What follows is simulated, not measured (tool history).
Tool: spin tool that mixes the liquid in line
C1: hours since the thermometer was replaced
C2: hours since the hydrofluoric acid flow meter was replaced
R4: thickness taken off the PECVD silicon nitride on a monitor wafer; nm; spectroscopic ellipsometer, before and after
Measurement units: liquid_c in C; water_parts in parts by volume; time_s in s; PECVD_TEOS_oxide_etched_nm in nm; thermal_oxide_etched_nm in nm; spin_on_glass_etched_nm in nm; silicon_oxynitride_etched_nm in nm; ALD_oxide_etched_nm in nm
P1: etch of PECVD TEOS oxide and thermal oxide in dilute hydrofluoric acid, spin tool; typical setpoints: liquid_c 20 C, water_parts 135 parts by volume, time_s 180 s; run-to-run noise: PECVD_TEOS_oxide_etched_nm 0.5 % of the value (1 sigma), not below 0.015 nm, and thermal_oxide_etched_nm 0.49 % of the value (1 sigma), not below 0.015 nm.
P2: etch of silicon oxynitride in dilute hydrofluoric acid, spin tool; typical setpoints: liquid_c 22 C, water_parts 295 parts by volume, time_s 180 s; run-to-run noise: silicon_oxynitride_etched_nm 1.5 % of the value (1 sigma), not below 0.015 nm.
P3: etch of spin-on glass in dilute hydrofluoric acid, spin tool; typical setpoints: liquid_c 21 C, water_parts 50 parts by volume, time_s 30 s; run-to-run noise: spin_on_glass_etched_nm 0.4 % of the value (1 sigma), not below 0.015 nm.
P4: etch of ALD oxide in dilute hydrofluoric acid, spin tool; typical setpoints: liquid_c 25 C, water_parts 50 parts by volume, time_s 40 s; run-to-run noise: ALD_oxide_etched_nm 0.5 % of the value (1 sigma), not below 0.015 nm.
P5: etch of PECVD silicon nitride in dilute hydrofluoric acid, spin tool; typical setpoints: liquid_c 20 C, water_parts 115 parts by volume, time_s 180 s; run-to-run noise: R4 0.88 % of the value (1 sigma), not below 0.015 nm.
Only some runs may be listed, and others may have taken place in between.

Run 1, hour 4.1: process P1, liquid_c 20 C, water_parts 135 parts by volume, time_s 180 s; C1 1037.6; C2 882.3. Result: PECVD_TEOS_oxide_etched_nm 16.425 nm, thermal_oxide_etched_nm 5.2817 nm.
Run 2, hour 10.1: process P3, liquid_c 17 C, water_parts 50 parts by volume, time_s 30 s; C1 1043.6; C2 888.3. Result: spin_on_glass_etched_nm 21.031 nm.
Run 3, hour 18.7: process P5, liquid_c 20 C, water_parts 210 parts by volume, time_s 180 s; C1 1052.2; C2 896.9. Result: R4 1.6316 nm.
Run 4, hour 27.1: process P2, liquid_c 22 C, water_parts 530 parts by volume, time_s 180 s; C1 1060.6; C2 905.3. Result: silicon_oxynitride_etched_nm 0.6932 nm.
Run 5, hour 30.9: process P5, liquid_c 17 C, water_parts 115 parts by volume, time_s 180 s; C1 1064.4; C2 909.1. Result: R4 2.3778 nm.
Run 6, hour 38.2: process P3, liquid_c 21 C, water_parts 50 parts by volume, time_s 15 s; C1 1071.7; C2 916.4. Result: spin_on_glass_etched_nm 12.624 nm.
Run 7, hour 45.2: process P1, liquid_c 20 C, water_parts 135 parts by volume, time_s 320 s; C1 1078.7; C2 923.4. Result: PECVD_TEOS_oxide_etched_nm 29.14 nm, thermal_oxide_etched_nm 9.4434 nm.
Run 8, hour 53.1: process P4, liquid_c 25 C, water_parts 50 parts by volume, time_s 40 s; C1 1086.6; C2 931.3. Result: ALD_oxide_etched_nm 27.812 nm.
Run 9, hour 58.5: process P4, liquid_c 25 C, water_parts 50 parts by volume, time_s 15 s; C1 1092; C2 936.7. Result: ALD_oxide_etched_nm 10.464 nm.
Run 10, hour 64.1: process P4, liquid_c 25 C, water_parts 20 parts by volume, time_s 40 s; C1 1097.6; C2 942.3. Result: ALD_oxide_etched_nm 72.541 nm.
Run 11, hour 70.5: process P3, liquid_c 21 C, water_parts 80 parts by volume, time_s 30 s; C1 1104; C2 948.7. Result: spin_on_glass_etched_nm 15.264 nm.
Run 12, hour 76.8: process P4, liquid_c 32.5 C, water_parts 50 parts by volume, time_s 40 s; C1 1110.3; C2 955. Result: ALD_oxide_etched_nm 37.575 nm.
Run 13, hour 81.7: process P2, liquid_c 22 C, water_parts 295 parts by volume, time_s 85 s; C1 1115.2; C2 959.9. Result: silicon_oxynitride_etched_nm 0.69285 nm.
Run 14, hour 90.1: process P1, liquid_c 20 C, water_parts 135 parts by volume, time_s 180 s; C1 1123.6; C2 968.3. Result: PECVD_TEOS_oxide_etched_nm 16.35 nm, thermal_oxide_etched_nm 5.2583 nm.
At hour 93.8: hydrofluoric acid flow meter replaced.
Run 15, hour 98.8: process P1, liquid_c 20 C, water_parts 135 parts by volume, time_s 180 s; C1 1132.3; C2 5. Result: PECVD_TEOS_oxide_etched_nm 16.39 nm, thermal_oxide_etched_nm 5.2956 nm.
Run 16, hour 103.4: process P1, liquid_c 20 C, water_parts 245 parts by volume, time_s 180 s; C1 1136.9; C2 9.6. Result: PECVD_TEOS_oxide_etched_nm 8.0718 nm, thermal_oxide_etched_nm 2.6144 nm.
Run 17, hour 110.6: process P3, liquid_c 21 C, water_parts 50 parts by volume, time_s 30 s; C1 1144.1; C2 16.8. Result: spin_on_glass_etched_nm 25.292 nm.
Run 18, hour 118.6: process P1, liquid_c 20 C, water_parts 135 parts by volume, time_s 15 s; C1 1152.1; C2 24.8. Result: PECVD_TEOS_oxide_etched_nm 1.3898 nm, thermal_oxide_etched_nm 0.4433 nm.
Run 19, hour 126.2: process P1, liquid_c 20 C, water_parts 65 parts by volume, time_s 280 s; C1 1159.7; C2 32.4. Result: PECVD_TEOS_oxide_etched_nm 57.184 nm, thermal_oxide_etched_nm 18.513 nm.
Run 20, hour 132: process P1, liquid_c 26 C, water_parts 135 parts by volume, time_s 180 s; C1 1165.5; C2 38.2. Result: PECVD_TEOS_oxide_etched_nm 20.652 nm, thermal_oxide_etched_nm 6.6922 nm.
Run 21, hour 137.9: process P1, liquid_c 17 C, water_parts 135 parts by volume, time_s 180 s; C1 1171.4; C2 44.1. Result: PECVD_TEOS_oxide_etched_nm 14.443 nm, thermal_oxide_etched_nm 4.6282 nm.
Run 22, hour 144.1: process P5, liquid_c 20 C, water_parts 115 parts by volume, time_s 295 s; C1 1177.6; C2 50.3. Result: R4 4.7852 nm.
Run 23, hour 148.9: process P2, liquid_c 26 C, water_parts 295 parts by volume, time_s 180 s; C1 1182.4; C2 55.1. Result: silicon_oxynitride_etched_nm 1.7153 nm.
Run 24, hour 155.4: process P1, liquid_c 20 C, water_parts 135 parts by volume, time_s 180 s; C1 1188.9; C2 61.6. Result: PECVD_TEOS_oxide_etched_nm 16.387 nm, thermal_oxide_etched_nm 5.2242 nm.
Run 25, hour 164: process P1, liquid_c 20 C, water_parts 40 parts by volume, time_s 180 s; C1 1197.5; C2 70.2. Result: PECVD_TEOS_oxide_etched_nm 61.882 nm, thermal_oxide_etched_nm 20.125 nm.
Run 26, hour 172.1: process P5, liquid_c 20 C, water_parts 115 parts by volume, time_s 180 s; C1 1205.6; C2 78.3. Result: R4 2.9884 nm.
Run 27, hour 180: process P4, liquid_c 25 C, water_parts 50 parts by volume, time_s 40 s; C1 1213.5; C2 86.2. Result: ALD_oxide_etched_nm 27.725 nm.
Run 28, hour 184.6: process P2, liquid_c 22 C, water_parts 295 parts by volume, time_s 180 s; C1 1218.1; C2 90.8. Result: silicon_oxynitride_etched_nm 1.4719 nm.
Run 29, hour 193.1: process P1, liquid_c 20 C, water_parts 135 parts by volume, time_s 180 s; C1 1226.6; C2 99.3. Result: PECVD_TEOS_oxide_etched_nm 16.295 nm, thermal_oxide_etched_nm 5.2962 nm.
Run 30, hour 200.3: process P1, liquid_c 20 C, water_parts 135 parts by volume, time_s 180 s; C1 1233.8; C2 106.5. Result: PECVD_TEOS_oxide_etched_nm 16.466 nm, thermal_oxide_etched_nm 5.2916 nm.
Run 31, hour 204.3: process P1, liquid_c 20 C, water_parts 135 parts by volume, time_s 180 s; C1 1237.8; C2 110.5. Result: PECVD_TEOS_oxide_etched_nm 16.617 nm, thermal_oxide_etched_nm 5.3596 nm.
Run 32, hour 211.4: process P1, liquid_c 20 C, water_parts 135 parts by volume, time_s 180 s; C1 1244.9; C2 117.6. Result: PECVD_TEOS_oxide_etched_nm 16.816 nm, thermal_oxide_etched_nm 5.4516 nm.
Run 33, hour 219.7: process P1, liquid_c 20 C, water_parts 135 parts by volume, time_s 180 s; C1 1253.2; C2 125.9. Result: PECVD_TEOS_oxide_etched_nm 17.123 nm, thermal_oxide_etched_nm 5.5376 nm.
Run 34, hour 227.8: process P1, liquid_c 20 C, water_parts 135 parts by volume, time_s 180 s; C1 1261.3; C2 134. Result: PECVD_TEOS_oxide_etched_nm 17.365 nm, thermal_oxide_etched_nm 5.5786 nm.
Run 35, hour 236.2: process P1, liquid_c 20 C, water_parts 135 parts by volume, time_s 180 s; C1 1269.7; C2 142.4. Result: PECVD_TEOS_oxide_etched_nm 17.341 nm, thermal_oxide_etched_nm 5.6616 nm.
Run 36, hour 240.7: process P1, liquid_c 20 C, water_parts 135 parts by volume, time_s 180 s; C1 1274.2; C2 146.9. Result: PECVD_TEOS_oxide_etched_nm 17.371 nm, thermal_oxide_etched_nm 5.6338 nm.
Run 37, hour 246.8: process P1, liquid_c 20 C, water_parts 135 parts by volume, time_s 180 s; C1 1280.3; C2 153. Result: PECVD_TEOS_oxide_etched_nm 17.305 nm, thermal_oxide_etched_nm 5.5761 nm.
Run 38, hour 254.5: process P1, liquid_c 20 C, water_parts 135 parts by volume, time_s 180 s; C1 1288; C2 160.7. Result: PECVD_TEOS_oxide_etched_nm 17.449 nm, thermal_oxide_etched_nm 5.5492 nm.
Run 39, hour 262.4: process P1, liquid_c 20 C, water_parts 135 parts by volume, time_s 180 s; C1 1295.9; C2 168.6. Result: PECVD_TEOS_oxide_etched_nm 17.444 nm, thermal_oxide_etched_nm 5.6346 nm.

P1 has crept away from where it was. The log is fitted equally well by each of these 2 causes, at the sizes shown:
A: hydrofluoric acid flow above the setpoint (%) = 5.09
B: liquid hotter than its thermometer reads (K) = 1.42
The creep began at about hour 200.3.

The list below offers 4 check runs, each averaging the results of 3 wafers, and shows each result as a question mark. For which of them would the listed causes give clearly different results?
Run check 1, hour 270.3: process P2, liquid_c 22 C, water_parts 295 parts by volume, time_s 110 s. Result: silicon_oxynitride_etched_nm ?.
Run check 2, hour 270.3: process P4, liquid_c 25 C, water_parts 30 parts by volume, time_s 40 s. Result: ALD_oxide_etched_nm ?.
Run check 3, hour 270.3: process P5, liquid_c 20 C, water_parts 190 parts by volume, time_s 295 s. Result: R4 ?.
Run check 4, hour 270.3: process P3, liquid_c 21 C, water_parts 75 parts by volume, time_s 15 s. Result: spin_on_glass_etched_nm ?.

Check results expected under each cause:
  check                        result     if A    if B
check 1  silicon_oxynitride_etched_nm  0.93843  0.9406
check 2           ALD_oxide_etched_nm   50.251   50.61
check 3                            R4   3.0973  3.2388
check 4       spin_on_glass_etched_nm   8.6181   8.657
Minimum pairwise separation of causes per check, each pair taken at its best-separating result: check 1 0.23 %; check 2 0.71 %; check 3 4.47 %; check 4 0.45 %
Check 3 tells the causes apart: in the others they would give nearly the same result.

The results of check 3 are: R4 3.0828 nm. Based on these, which of the listed causes is it?

It was cause A: hydrofluoric acid flow above the setpoint (%).

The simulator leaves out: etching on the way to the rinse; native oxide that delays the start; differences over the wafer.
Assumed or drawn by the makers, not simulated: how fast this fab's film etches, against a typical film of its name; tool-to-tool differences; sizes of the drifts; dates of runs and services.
